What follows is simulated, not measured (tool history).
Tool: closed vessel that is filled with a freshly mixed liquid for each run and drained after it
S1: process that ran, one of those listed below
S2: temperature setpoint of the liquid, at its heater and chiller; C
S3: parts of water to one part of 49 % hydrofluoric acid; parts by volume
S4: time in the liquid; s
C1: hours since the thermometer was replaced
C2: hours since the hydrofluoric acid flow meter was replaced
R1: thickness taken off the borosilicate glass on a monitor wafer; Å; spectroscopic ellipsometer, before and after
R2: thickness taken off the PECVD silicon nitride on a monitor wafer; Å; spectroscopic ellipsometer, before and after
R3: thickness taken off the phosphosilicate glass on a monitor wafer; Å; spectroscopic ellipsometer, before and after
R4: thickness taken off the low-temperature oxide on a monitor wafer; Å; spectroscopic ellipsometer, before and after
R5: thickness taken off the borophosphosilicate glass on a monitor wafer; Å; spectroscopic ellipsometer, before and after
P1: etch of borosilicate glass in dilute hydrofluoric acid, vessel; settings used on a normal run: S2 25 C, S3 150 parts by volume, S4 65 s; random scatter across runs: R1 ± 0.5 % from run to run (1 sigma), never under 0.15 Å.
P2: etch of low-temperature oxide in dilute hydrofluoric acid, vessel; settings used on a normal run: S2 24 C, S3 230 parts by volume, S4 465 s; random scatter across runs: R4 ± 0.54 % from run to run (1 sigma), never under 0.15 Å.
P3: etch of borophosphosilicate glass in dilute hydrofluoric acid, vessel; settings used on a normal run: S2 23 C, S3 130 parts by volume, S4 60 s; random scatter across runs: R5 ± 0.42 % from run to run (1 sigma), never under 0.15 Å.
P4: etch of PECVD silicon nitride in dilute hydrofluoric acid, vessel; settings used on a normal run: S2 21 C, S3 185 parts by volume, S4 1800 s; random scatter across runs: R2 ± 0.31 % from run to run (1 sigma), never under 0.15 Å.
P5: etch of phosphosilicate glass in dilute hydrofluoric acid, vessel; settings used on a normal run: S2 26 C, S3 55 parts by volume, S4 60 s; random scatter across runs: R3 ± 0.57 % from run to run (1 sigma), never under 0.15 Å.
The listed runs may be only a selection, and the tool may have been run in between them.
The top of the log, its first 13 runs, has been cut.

run 14 hour=137.8 | S1=P1 S2=25 S3=150 S4=65 | C1=601.5 C2=57.8 | R1=154.94
run 15 hour=147.4 | S1=P1 S2=25 S3=235 S4=65 | C1=611.1 C2=67.4 | R1=91.018
run 16 hour=157 | S1=P4 S2=21 S3=270 S4=1800 | C1=620.7 C2=77 | R2=97.508
run 17 hour=167 | S1=P3 S2=23 S3=50 S4=60 | C1=630.7 C2=87 | R5=350.54
run 18 hour=179.7 | S1=P1 S2=18.5 S3=150 S4=65 | C1=643.4 C2=99.7 | R1=120.5
run 19 hour=186 | S1=P2 S2=24 S3=70 S4=465 | C1=649.7 C2=106 | R4=1740.7
run 20 hour=196.7 | S1=P5 S2=26 S3=55 S4=95 | C1=660.4 C2=116.7 | R3=1287.3
run 21 hour=203.6 | S1=P3 S2=17.5 S3=130 S4=60 | C1=667.3 C2=123.6 | R5=98.105
run 22 hour=212.6 | S1=P1 S2=29 S3=150 S4=65 | C1=676.3 C2=132.6 | R1=181.18
run 23 hour=221.6 | S1=P3 S2=23 S3=130 S4=90 | C1=685.3 C2=141.6 | R5=182.87
run 24 hour=229.1 | S1=P1 S2=25 S3=150 S4=65 | C1=692.8 C2=149.1 | R1=155.89
run 25 hour=242.6 | S1=P1 S2=25 S3=70 S4=65 | C1=706.3 C2=162.6 | R1=368.62
run 26 hour=253.8 | S1=P3 S2=23 S3=130 S4=60 | C1=717.5 C2=173.8 | R5=121.8

Run 27 comes next. What will it give?
run 27 hour=266.2 | S1=P1 S2=25 S3=150 S4=65 | C1=729.9 C2=186.2 | R1=?

Run 27 produced R1 154.65 Å.
